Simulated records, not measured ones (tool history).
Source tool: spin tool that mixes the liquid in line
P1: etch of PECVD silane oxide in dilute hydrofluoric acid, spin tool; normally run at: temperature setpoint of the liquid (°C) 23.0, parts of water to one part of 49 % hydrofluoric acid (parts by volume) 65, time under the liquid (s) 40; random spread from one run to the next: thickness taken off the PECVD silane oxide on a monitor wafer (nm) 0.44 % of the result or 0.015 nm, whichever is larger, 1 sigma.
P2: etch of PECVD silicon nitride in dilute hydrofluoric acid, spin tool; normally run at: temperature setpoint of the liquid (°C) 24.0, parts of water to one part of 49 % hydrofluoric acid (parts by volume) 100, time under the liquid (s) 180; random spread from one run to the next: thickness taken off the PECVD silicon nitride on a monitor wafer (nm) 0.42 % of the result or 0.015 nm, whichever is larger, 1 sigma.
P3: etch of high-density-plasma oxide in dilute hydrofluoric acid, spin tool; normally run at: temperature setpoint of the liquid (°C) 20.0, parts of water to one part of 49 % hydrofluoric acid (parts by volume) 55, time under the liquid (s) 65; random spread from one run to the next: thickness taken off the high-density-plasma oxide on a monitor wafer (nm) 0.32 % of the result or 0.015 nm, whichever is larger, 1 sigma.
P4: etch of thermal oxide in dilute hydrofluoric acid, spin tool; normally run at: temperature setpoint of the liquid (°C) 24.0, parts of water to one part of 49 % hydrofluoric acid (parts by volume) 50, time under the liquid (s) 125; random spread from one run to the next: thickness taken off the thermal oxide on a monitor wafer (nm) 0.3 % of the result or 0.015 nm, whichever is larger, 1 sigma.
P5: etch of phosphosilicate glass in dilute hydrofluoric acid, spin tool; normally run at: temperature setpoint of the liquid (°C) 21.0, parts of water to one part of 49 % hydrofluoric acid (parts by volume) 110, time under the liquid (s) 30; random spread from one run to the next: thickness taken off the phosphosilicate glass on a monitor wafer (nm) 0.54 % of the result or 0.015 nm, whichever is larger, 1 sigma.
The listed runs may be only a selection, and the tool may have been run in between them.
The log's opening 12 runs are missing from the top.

run     day  process that ran  temperature setpoint of the liquid (°C)  parts of water to one part of 49 % hydrofluoric acid (parts by volume)  time under the liquid (s)  hours since the thermometer was replaced  hours since the hydrofluoric acid flow meter was replaced  thickness taken off the PECVD silane oxide on a monitor wafer (nm)  thickness taken off the thermal oxide on a monitor wafer (nm)  thickness taken off the phosphosilicate glass on a monitor wafer (nm)  thickness taken off the high-density-plasma oxide on a monitor wafer (nm)  thickness taken off the PECVD silicon nitride on a monitor wafer (nm)
 13   6.321                P1                                     23.0                                                                      65                         40                                    2380.3                                                     1281.7                                                             31.2140
 14   6.846                P1                                     23.0                                                                      65                         40                                    2392.9                                                     1294.3                                                             31.0540
 15   7.225                P1                                     27.5                                                                      65                         40                                    2402.0                                                     1303.4                                                             37.2720
 16   7.758                P3                                     20.0                                                                      55                         65                                    2414.8                                                     1316.2                                                                                                                                                                                                                                                                               6.8153
 17   8.067                P2                                     24.0                                                                     100                         95                                    2422.2                                                     1323.6                                                                                                                                                                                                                                                                                                                                                      3.3743
 18   8.429                P3                                     24.0                                                                      55                         65                                    2430.9                                                     1332.3                                                                                                                                                                                                                                                                               8.0770
 19   8.817                P3                                     20.0                                                                      55                         15                                    2440.2                                                     1341.6                                                                                                                                                                                                                                                                               1.5826
 20   9.125                P2                                     24.0                                                                     100                        180                                    2447.6                                                     1349.0                                                                                                                                                                                                                                                                                                                                                      6.4571
 21   9.512                P1                                     23.0                                                                      85                         15                                    2456.9                                                     1358.3                                                              8.6441
 22   9.892                P1                                     23.0                                                                     110                         65                                    2466.0                                                     1367.4                                                             28.2140
 23  10.342                P1                                     23.0                                                                      65                         40                                    2476.8                                                     1378.2                                                             31.2670
 24  10.946                P3                                     20.0                                                                     100                         65                                    2491.3                                                     1392.7                                                                                                                                                                                                                                                                               3.5792

The next listed run, before its measurement:
 25  11.479                P2                                     17.0                                                                     100                        180                                    2504.1                                                     1405.5                                                                                                                                                                                                                                                                                                                                                           ?

{"run 25": {"thickness taken off the PECVD silicon nitride on a monitor wafer (nm)": 4.0169}}

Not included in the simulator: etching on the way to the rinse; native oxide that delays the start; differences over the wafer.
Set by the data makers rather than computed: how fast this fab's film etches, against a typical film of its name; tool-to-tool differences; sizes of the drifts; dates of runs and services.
